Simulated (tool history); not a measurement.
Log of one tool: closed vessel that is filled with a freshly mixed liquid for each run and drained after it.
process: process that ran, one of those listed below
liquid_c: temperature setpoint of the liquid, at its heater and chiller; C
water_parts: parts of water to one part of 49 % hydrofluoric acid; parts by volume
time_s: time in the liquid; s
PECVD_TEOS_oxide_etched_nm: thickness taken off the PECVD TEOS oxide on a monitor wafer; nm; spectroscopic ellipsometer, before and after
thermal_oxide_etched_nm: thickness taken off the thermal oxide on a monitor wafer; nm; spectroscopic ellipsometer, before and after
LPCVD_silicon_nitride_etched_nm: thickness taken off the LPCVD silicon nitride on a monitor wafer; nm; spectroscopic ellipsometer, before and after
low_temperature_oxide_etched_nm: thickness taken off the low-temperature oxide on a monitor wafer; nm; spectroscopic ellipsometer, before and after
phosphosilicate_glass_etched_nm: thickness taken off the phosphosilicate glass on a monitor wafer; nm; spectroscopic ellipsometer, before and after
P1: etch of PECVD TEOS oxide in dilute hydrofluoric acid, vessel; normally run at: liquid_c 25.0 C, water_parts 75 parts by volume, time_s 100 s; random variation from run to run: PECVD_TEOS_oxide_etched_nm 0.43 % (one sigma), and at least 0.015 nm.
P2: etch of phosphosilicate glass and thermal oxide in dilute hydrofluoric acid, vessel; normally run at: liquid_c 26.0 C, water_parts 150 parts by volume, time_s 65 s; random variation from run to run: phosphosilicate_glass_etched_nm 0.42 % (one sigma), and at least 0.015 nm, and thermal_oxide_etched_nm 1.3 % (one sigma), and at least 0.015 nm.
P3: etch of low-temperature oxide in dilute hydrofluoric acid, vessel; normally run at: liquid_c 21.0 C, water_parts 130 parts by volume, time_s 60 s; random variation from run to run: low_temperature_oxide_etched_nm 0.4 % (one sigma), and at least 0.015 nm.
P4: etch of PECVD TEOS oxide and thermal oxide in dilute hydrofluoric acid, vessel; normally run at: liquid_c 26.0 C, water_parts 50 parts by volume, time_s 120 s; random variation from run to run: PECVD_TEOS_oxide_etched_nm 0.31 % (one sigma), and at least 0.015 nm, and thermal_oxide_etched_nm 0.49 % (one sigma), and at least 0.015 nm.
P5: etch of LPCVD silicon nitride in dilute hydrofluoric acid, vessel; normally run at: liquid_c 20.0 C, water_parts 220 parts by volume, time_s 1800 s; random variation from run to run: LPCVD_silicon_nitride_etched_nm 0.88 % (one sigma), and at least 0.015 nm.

| run | hour | process | liquid_c | water_parts | time_s | PECVD_TEOS_oxide_etched_nm | thermal_oxide_etched_nm | LPCVD_silicon_nitride_etched_nm | low_temperature_oxide_etched_nm | phosphosilicate_glass_etched_nm |
|---|---|---|---|---|---|---|---|---|---|---|
| 1 | 4.1 | P1 | 25.0 | 75 | 100 | 21.314 |  |  |  |  |
| 2 | 8.9 | P4 | 26.0 | 90 | 120 | 25.598 | 6.2061 |  |  |  |
| 3 | 14.6 | P5 | 20.0 | 220 | 1800 |  |  | 2.8671 |  |  |
| 4 | 18.7 | P4 | 32.5 | 50 | 120 | 62.191 | 15.4440 |  |  |  |
| 5 | 23.9 | P1 | 17.5 | 75 | 100 | 15.627 |  |  |  |  |
| 6 | 27.2 | P1 | 20.0 | 30 | 100 | 45.429 |  |  |  |  |
| 7 | 32.8 | P1 | 29.0 | 75 | 100 | 24.935 |  |  |  |  |
| 8 | 38.5 | P5 | 20.0 | 80 | 1800 |  |  | 7.6958 |  |  |
| 9 | 44.0 | P3 | 17.5 | 130 | 60 |  |  |  | 9.0568 |  |
|  | 44.5 | hydrofluoric acid flow meter replaced |
| 10 | 47.9 | P1 | 25.0 | 75 | 100 | 21.155 |  |  |  |  |
| 11 | 53.2 | P1 | 25.0 | 75 | 200 | 42.252 |  |  |  |  |
| 12 | 56.8 | P2 | 26.0 | 250 | 65 |  | 1.1268 |  |  | 27.540 |
| 13 | 62.0 | P3 | 21.0 | 130 | 30 |  |  |  | 5.2218 |  |
| 14 | 67.3 | P1 | 25.0 | 115 | 100 | 13.230 |  |  |  |  |
| 15 | 72.3 | P5 | 20.0 | 220 | 1800 |  |  | 2.8241 |  |  |
| 16 | 76.4 | P4 | 26.0 | 50 | 120 | 48.056 | 11.8600 |  |  |  |
| 17 | 82.0 | P5 | 27.0 | 220 | 1800 |  |  | 4.4389 |  |  |
| 18 | 88.3 | P1 | 25.0 | 75 | 100 | 21.263 |  |  |  |  |
| 19 | 93.9 | P3 | 21.0 | 130 | 60 |  |  |  | 10.3960 |  |
| 20 | 98.2 | P3 | 21.0 | 70 | 60 |  |  |  | 20.8330 |  |
| 21 | 101.1 | P2 | 26.0 | 150 | 120 |  | 3.8226 |  |  | 95.086 |
| 22 | 104.8 | P1 | 25.0 | 20 | 100 | 85.572 |  |  |  |  |

Forecast run 23:
| 23 | 109.1 | P1 | 25.0 | 75 | 100 | ? |  |  |  |  |

PECVD_TEOS_oxide_etched_nm: 21.301 nm
